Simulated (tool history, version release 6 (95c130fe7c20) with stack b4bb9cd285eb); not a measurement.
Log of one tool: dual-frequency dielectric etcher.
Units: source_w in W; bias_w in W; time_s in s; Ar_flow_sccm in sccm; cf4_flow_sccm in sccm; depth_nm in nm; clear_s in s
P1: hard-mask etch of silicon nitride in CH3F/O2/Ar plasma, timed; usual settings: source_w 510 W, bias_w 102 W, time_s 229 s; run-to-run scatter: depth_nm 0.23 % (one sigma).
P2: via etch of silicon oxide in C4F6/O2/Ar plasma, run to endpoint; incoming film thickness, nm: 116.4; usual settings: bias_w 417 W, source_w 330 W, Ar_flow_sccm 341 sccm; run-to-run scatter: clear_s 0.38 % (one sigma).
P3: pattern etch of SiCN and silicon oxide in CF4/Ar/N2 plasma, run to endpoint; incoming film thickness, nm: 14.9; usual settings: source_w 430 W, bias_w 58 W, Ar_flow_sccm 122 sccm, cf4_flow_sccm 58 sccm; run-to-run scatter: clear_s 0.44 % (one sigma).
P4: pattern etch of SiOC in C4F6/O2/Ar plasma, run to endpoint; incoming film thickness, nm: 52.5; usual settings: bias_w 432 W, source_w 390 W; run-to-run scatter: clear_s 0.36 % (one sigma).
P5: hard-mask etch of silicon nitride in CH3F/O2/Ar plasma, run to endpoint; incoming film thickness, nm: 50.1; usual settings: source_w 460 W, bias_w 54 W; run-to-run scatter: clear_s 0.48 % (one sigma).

| run | hour | process | source_w | bias_w | time_s | Ar_flow_sccm | cf4_flow_sccm | hours since the last wet clean | hours since the last source power generator calibration | hours since the last bias power generator calibration | depth_nm | clear_s |
|---|---|---|---|---|---|---|---|---|---|---|---|---|
| 1 | 3.5 | P1 | 510 | 102 | 229 |  |  | 381.4 | 2455.7 | 635.8 | 199.51 |  |
| 2 | 7 | P1 | 320 | 102 | 229 |  |  | 384.9 | 2459.2 | 639.3 | 167.63 |  |
| 3 | 11.3 | P1 | 510 | 102 | 229 |  |  | 389.2 | 2463.5 | 643.6 | 199.96 |  |
| 4 | 14.2 | P3 | 300 | 58 |  | 122 | 58 | 392.1 | 2466.4 | 646.5 |  | 27.532 |
| 5 | 20.3 | P1 | 510 | 102 | 229 |  |  | 398.2 | 2472.5 | 652.6 | 199.44 |  |
| 6 | 25.5 | P5 | 460 | 54 |  |  |  | 403.4 | 2477.7 | 657.8 |  | 77.024 |
| 7 | 31.2 | P5 | 460 | 54 |  |  |  | 409.1 | 2483.4 | 663.5 |  | 76.639 |
| 8 | 34.3 | P2 | 330 | 417 |  | 341 |  | 412.2 | 2486.5 | 666.6 |  | 30.416 |
| 9 | 39 | P3 | 430 | 58 |  | 122 | 44 | 416.9 | 2491.2 | 671.3 |  | 21.224 |
| 10 | 44.7 | P1 | 510 | 102 | 229 |  |  | 422.6 | 2496.9 | 677 | 199.2 |  |
| 11 | 49.7 | P4 | 390 | 529 |  |  |  | 427.6 | 2501.9 | 682 |  | 16.8 |
| 12 | 54.9 | P2 | 330 | 287 |  | 341 |  | 432.8 | 2507.1 | 687.2 |  | 34.628 |
| 13 | 60.6 | P1 | 510 | 140 | 229 |  |  | 438.5 | 2512.8 | 692.9 | 224.53 |  |
| 14 | 65.5 | P2 | 330 | 417 |  | 267 |  | 443.4 | 2517.7 | 697.8 |  | 29.656 |
| 15 | 70.6 | P1 | 510 | 63 | 229 |  |  | 448.5 | 2522.8 | 702.9 | 168.85 |  |
| 16 | 74.8 | P1 | 510 | 102 | 229 |  |  | 452.7 | 2527 | 707.1 | 199.1 |  |
| 17 | 79.9 | P2 | 410 | 417 |  | 341 |  | 457.8 | 2532.1 | 712.2 |  | 28.316 |
| 18 | 82.6 | P1 | 510 | 102 | 337.5 |  |  | 460.5 | 2534.8 | 714.9 | 293.16 |  |
| 19 | 88.7 | P1 | 510 | 102 | 133 |  |  | 466.6 | 2540.9 | 721 | 116.04 |  |
| 20 | 94.1 | P3 | 430 | 58 |  | 122 | 58 | 472 | 2546.3 | 726.4 |  | 20.064 |
|  | 97.2 | wet clean of the chamber |
| 21 | 98.6 | P3 | 430 | 58 |  | 122 | 58 | 1.5 | 2550.8 | 730.9 |  | 20.141 |
| 22 | 103.9 | P2 | 330 | 417 |  | 341 |  | 6.8 | 2556.1 | 736.2 |  | 30.39 |
| 23 | 108.9 | P1 | 640 | 102 | 166.5 |  |  | 11.8 | 2561.1 | 741.2 | 158.13 |  |
| 24 | 114.5 | P4 | 250 | 432 |  |  |  | 17.4 | 2566.7 | 746.8 |  | 21.437 |
| 25 | 120 | P4 | 390 | 432 |  |  |  | 22.9 | 2572.2 | 752.3 |  | 18.156 |
| 26 | 123.9 | P5 | 660 | 54 |  |  |  | 26.8 | 2576.1 | 756.2 |  | 66.887 |
| 27 | 127.9 | P4 | 390 | 432 |  |  |  | 30.8 | 2580.1 | 760.2 |  | 18.173 |
| 28 | 130.6 | P1 | 510 | 102 | 229 |  |  | 33.5 | 2582.8 | 762.9 | 199.87 |  |
| 29 | 133.9 | P3 | 430 | 38 |  | 122 | 58 | 36.8 | 2586.1 | 766.2 |  | 23.089 |
| 30 | 138.2 | P3 | 430 | 58 |  | 84 | 58 | 41.1 | 2590.4 | 770.5 |  | 18.806 |
| 31 | 140.8 | P1 | 710 | 102 | 146 |  |  | 43.7 | 2593 | 773.1 | 144.24 |  |
| 32 | 146.8 | P5 | 460 | 44 |  |  |  | 49.7 | 2599 | 779.1 |  | 81.487 |
| 33 | 151.9 | P1 | 710 | 140 | 229 |  |  | 54.8 | 2604.1 | 784.2 | 254.21 |  |
| 34 | 154.7 | P1 | 650 | 102 | 229 |  |  | 57.6 | 2606.9 | 787 | 218.11 |  |
| 35 | 160.6 | P1 | 510 | 102 | 229 |  |  | 63.5 | 2612.8 | 792.9 | 199.46 |  |
| 36 | 165.8 | P1 | 510 | 102 | 229 |  |  | 68.7 | 2618 | 798.1 | 201.63 |  |
| 37 | 170.8 | P1 | 510 | 102 | 229 |  |  | 73.7 | 2623 | 803.1 | 202.05 |  |
|  | 170.9 | wet clean of the chamber |
| 38 | 174.2 | P1 | 510 | 102 | 229 |  |  | 3.3 | 2626.4 | 806.5 | 202.65 |  |
| 39 | 178.2 | P1 | 510 | 102 | 229 |  |  | 7.3 | 2630.4 | 810.5 | 202.6 |  |
| 40 | 181 | P1 | 510 | 102 | 229 |  |  | 10.1 | 2633.2 | 813.3 | 202.44 |  |
| 41 | 184.8 | P1 | 510 | 102 | 229 |  |  | 13.9 | 2637 | 817.1 | 202.27 |  |

What P1 gives has crept away from where it was. These 2 causes fit the log equally well, each at the size given:
A: source power that arrives over what is set, % = 4.14
B: bias power that arrives over what is set, % = 4.25
The creep began at about hour 160.6.
Why every other cause is out:
chamber walls in a state that raises the etch rate, %: serviced at hour 170.9, which brought nothing back

4 check runs are offered, each on 3 wafers whose results are averaged, their results left as question marks. Which one tells the causes apart?
| check 1 | 188.6 | P3 | 430 | 58 |  | 122 | 58 |  |  |  |  | ? |
| check 2 | 188.6 | P2 | 330 | 417 |  | 341 |  |  |  |  |  | ? |
| check 3 | 188.6 | P4 | 390 | 432 |  |  |  |  |  |  |  | ? |
| check 4 | 188.6 | P5 | 460 | 54 |  |  |  |  |  |  |  | ? |

What each check would give under each cause:
| check | result | if A | if B |
|---|---|---|---|
| check 1 | clear_s | 19.402 | 19.82 |
| check 2 | clear_s | 29.981 | 29.972 |
| check 3 | clear_s | 17.897 | 17.894 |
| check 4 | clear_s | 75.637 | 75.832 |
How far apart the two closest causes lie, in the result that separates them most: check 1 2.13 %; check 2 0.03 %; check 3 0.02 %; check 4 0.26 %
Check 1 tells the causes apart: in the others they would give nearly the same result.

Then check 1 was run and gave: clear_s 19.835 s. Which cause is it?

It is B: bias power that arrives over what is set, %.
